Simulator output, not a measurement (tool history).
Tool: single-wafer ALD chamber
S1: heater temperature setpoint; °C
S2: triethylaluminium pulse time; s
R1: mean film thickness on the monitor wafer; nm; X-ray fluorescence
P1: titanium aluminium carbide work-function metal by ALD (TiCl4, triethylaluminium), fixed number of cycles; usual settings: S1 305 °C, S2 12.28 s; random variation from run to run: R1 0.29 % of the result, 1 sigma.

Run 1, day 0.121: S1 305 °C, S2 12.28 s. Result: R1 2.0735 nm.
Run 2, day 0.204: S1 305 °C, S2 12.28 s. Result: R1 2.0752 nm.
Run 3, day 0.329: S1 305 °C, S2 12.28 s. Result: R1 2.0685 nm.
Run 4, day 0.421: S1 305 °C, S2 19.99 s. Result: R1 2.0923 nm.
Run 5, day 0.592: S1 327 °C, S2 7.93 s. Result: R1 2.1527 nm.
Run 6, day 0.746: S1 305 °C, S2 12.28 s. Result: R1 2.0713 nm.
Run 7, day 0.888: S1 305 °C, S2 7.65 s. Result: R1 1.9499 nm.
Run 8, day 1.067: S1 280 °C, S2 12.28 s. Result: R1 1.8554 nm.
Run 9, day 1.208: S1 291 °C, S2 8.75 s. Result: R1 1.8823 nm.
Run 10, day 1.362: S1 305 °C, S2 12.28 s. Result: R1 2.0641 nm.
Run 11, day 1.529: S1 329 °C, S2 12.28 s. Result: R1 2.2864 nm.
Run 12, day 1.608: S1 317 °C, S2 5.11 s. Result: R1 1.8282 nm.
Run 13, day 1.796: S1 305 °C, S2 12.28 s. Result: R1 2.0719 nm.
Run 14, day 1.921: S1 305 °C, S2 12.28 s. Result: R1 2.0568 nm.
Run 15, day 2.042: S1 305 °C, S2 12.28 s. Result: R1 2.0553 nm.

Run 16 comes next. What will it give?
Run 16, day 2.196: S1 305 °C, S2 12.28 s. Result: R1 ?.

Run 16 gave R1 2.0428 nm.

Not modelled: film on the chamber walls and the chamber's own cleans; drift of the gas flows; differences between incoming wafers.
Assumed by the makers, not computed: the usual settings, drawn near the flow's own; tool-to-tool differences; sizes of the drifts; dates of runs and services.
